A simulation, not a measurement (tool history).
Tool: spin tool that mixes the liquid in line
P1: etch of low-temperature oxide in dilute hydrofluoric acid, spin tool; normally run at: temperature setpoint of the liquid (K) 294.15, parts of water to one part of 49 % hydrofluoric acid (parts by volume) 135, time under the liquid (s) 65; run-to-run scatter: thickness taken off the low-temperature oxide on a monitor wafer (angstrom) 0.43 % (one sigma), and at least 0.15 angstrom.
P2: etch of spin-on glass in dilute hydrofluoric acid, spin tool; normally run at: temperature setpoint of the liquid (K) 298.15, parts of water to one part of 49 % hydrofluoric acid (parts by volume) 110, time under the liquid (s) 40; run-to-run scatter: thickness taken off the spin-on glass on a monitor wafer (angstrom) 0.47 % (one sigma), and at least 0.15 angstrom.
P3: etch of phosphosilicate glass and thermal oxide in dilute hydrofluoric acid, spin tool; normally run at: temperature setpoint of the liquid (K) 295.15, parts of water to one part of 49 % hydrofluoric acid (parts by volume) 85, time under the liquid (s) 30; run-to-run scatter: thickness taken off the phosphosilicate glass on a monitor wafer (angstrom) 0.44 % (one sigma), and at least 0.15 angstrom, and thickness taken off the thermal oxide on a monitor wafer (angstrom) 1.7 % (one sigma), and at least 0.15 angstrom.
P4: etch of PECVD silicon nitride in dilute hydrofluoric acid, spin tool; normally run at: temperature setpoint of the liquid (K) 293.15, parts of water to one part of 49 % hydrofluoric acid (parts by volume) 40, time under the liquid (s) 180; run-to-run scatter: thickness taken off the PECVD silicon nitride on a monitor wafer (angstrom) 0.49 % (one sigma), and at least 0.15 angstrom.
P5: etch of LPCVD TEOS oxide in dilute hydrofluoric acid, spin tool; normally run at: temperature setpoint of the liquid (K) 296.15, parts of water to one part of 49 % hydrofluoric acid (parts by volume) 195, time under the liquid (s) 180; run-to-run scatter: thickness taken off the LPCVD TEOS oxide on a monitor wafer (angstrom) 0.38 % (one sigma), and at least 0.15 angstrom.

run   hour  process that ran  temperature setpoint of the liquid (K)  parts of water to one part of 49 % hydrofluoric acid (parts by volume)  time under the liquid (s)  thickness taken off the low-temperature oxide on a monitor wafer (angstrom)  thickness taken off the LPCVD TEOS oxide on a monitor wafer (angstrom)  thickness taken off the phosphosilicate glass on a monitor wafer (angstrom)  thickness taken off the thermal oxide on a monitor wafer (angstrom)  thickness taken off the PECVD silicon nitride on a monitor wafer (angstrom)  thickness taken off the spin-on glass on a monitor wafer (angstrom)
  1    8.3                P1                                  294.15                                                                     135                         65                                                                       48.955
  2   17.9                P5                                  296.15                                                                     195                         40                                                                                                                                               51.251
  3   24.4                P3                                  295.15                                                                      85                         30                                                                                                                                                                                                                            205.15                                                              15.4070
  4   31.1                P4                                  293.15                                                                      40                         55                                                                                                                                                                                                                                                                                                                                                                              27.208
  5   35.4                P3                                  303.15                                                                      85                         30                                                                                                                                                                                                                            280.98                                                              21.6480
  6   41.8                P4                                  293.15                                                                      20                        180                                                                                                                                                                                                                                                                                                                                                                             172.640
  7   49.6                P2                                  298.15                                                                     110                         40                                                                                                                                                                                                                                                                                                                                                                                                                                                   128.79
  8   59.2                P1                                  294.15                                                                     135                         30                                                                       22.546
  9   67.2                P2                                  298.15                                                                      25                         40                                                                                                                                                                                                                                                                                                                                                                                                                                                   628.30
 10   73.9                P4                                  293.15                                                                      40                        180                                                                                                                                                                                                                                                                                                                                                                              89.578
 11   80.0                P1                                  290.15                                                                      65                         65                                                                       91.994
 12   88.2                P1                                  294.15                                                                      25                         25                                                                      115.190
 13   94.6                P5                                  296.15                                                                     195                        180                                                                                                                                              231.100
 14  100.5                P5                                  296.15                                                                     195                        180                                                                                                                                              231.890
 15  109.2                P1                                  301.15                                                                     135                         65                                                                       63.714
 16  114.6                P4                                  290.15                                                                      40                        180                                                                                                                                                                                                                                                                                                                                                                              72.792
 17  121.6                P3                                  295.15                                                                      85                         30                                                                                                                                                                                                                            206.38                                                              15.3810
 18  130.9                P1                                  294.15                                                                     210                         65                                                                       28.409
 19  139.7                P5                                  304.65                                                                     195                        180                                                                                                                                              313.070
 20  145.1                P5                                  296.15                                                                      80                        180                                                                                                                                              644.770
 21  153.4                P1                                  294.15                                                                     135                        100                                                                       75.180
 22  158.2                P1                                  294.15                                                                     135                         65                                                                       48.545
 23  164.3                P3                                  295.15                                                                     135                         30                                                                                                                                                                                                                            122.49                                                               9.0487
 24  170.7                P2                                  298.15                                                                     110                         70                                                                                                                                                                                                                                                                                                                                                                                                                                                   223.04
 25  179.8                P1                                  290.15                                                                     135                         65                                                                       41.332
 26  186.6                P1                                  294.15                                                                     135                         65                                                                       48.172
 27  195.8                P4                                  293.15                                                                      40                        180                                                                                                                                                                                                                                                                                                                                                                              89.829
 28  205.1                P3                                  295.15                                                                      85                         55                                                                                                                                                                                                                            377.36                                                              28.7290
 29  210.2                P2                                  303.15                                                                     110                         40                                                                                                                                                                                                                                                                                                                                                                                                                                                   154.58
 30  215.6                P1                                  294.15                                                                     135                         65                                                                       48.527
 31  222.2                P1                                  294.15                                                                     135                         65                                                                       48.080
 32  229.4                P1                                  294.15                                                                      40                         65                                                                      183.090
 33  235.6                P1                                  294.15                                                                     135                         65                                                                       49.125
 34  244.4                P1                                  294.15                                                                     135                         65                                                                       50.297
 35  251.9                P1                                  294.15                                                                     135                         65                                                                       50.612
 36  258.6                P1                                  294.15                                                                     135                         65                                                                       50.781
 37  263.2                P1                                  294.15                                                                     135                         65                                                                       50.881
 38  267.6                P1                                  294.15                                                                     135                         65                                                                       50.927
 39  276.5                P1                                  294.15                                                                     135                         65                                                                       50.900
 40  281.3                P1                                  294.15                                                                     135                         65                                                                       51.477
 41  290.0                P1                                  294.15                                                                     135                         65                                                                       51.137

What P1 gives has crept away from where it was. These 2 causes fit the log equally well, each at the size given:
A: hydrofluoric acid flow above the setpoint (%) = 4.9
B: liquid hotter than its thermometer reads (K) = 1.39
The creep began at about hour 235.6.

4 check runs are offered, one wafer each, their results left as question marks. Which one tells the causes apart?
check 1  298.7                P3                                  295.15                                                                      85                         30                                                                                                                                                                                                                                 ?                                                                    ?
check 2  298.7                P2                                  298.15                                                                     110                         40                                                                                                                                                                                                                                                                                                                                                                                                                                                        ?
check 3  298.7                P5                                  296.15                                                                     195                        180                                                                                                                                                    ?
check 4  298.7                P4                                  293.15                                                                      40                        180                                                                                                                                                                                                                                                                                                                                                                                   ?

What each check would give under each cause:
  check                                                                       result     if A     if B
check 1  thickness taken off the phosphosilicate glass on a monitor wafer (angstrom)   216.61   217.41
check 1          thickness taken off the thermal oxide on a monitor wafer (angstrom)  16.3470  16.4080
check 2          thickness taken off the spin-on glass on a monitor wafer (angstrom)   135.72   135.66
check 3       thickness taken off the LPCVD TEOS oxide on a monitor wafer (angstrom)  245.170  243.750
check 4  thickness taken off the PECVD silicon nitride on a monitor wafer (angstrom)   93.574   98.386
How far apart the two closest causes lie, in the result that separates them most: check 1 0.37 %; check 2 0.04 %; check 3 0.58 %; check 4 5.01 %
Check 4 tells the causes apart: in the others they would give nearly the same result.

Check 4 was then run and gave: thickness taken off the PECVD silicon nitride on a monitor wafer (angstrom) 93.030. Which cause is it?

It is A: hydrofluoric acid flow above the setpoint (%).
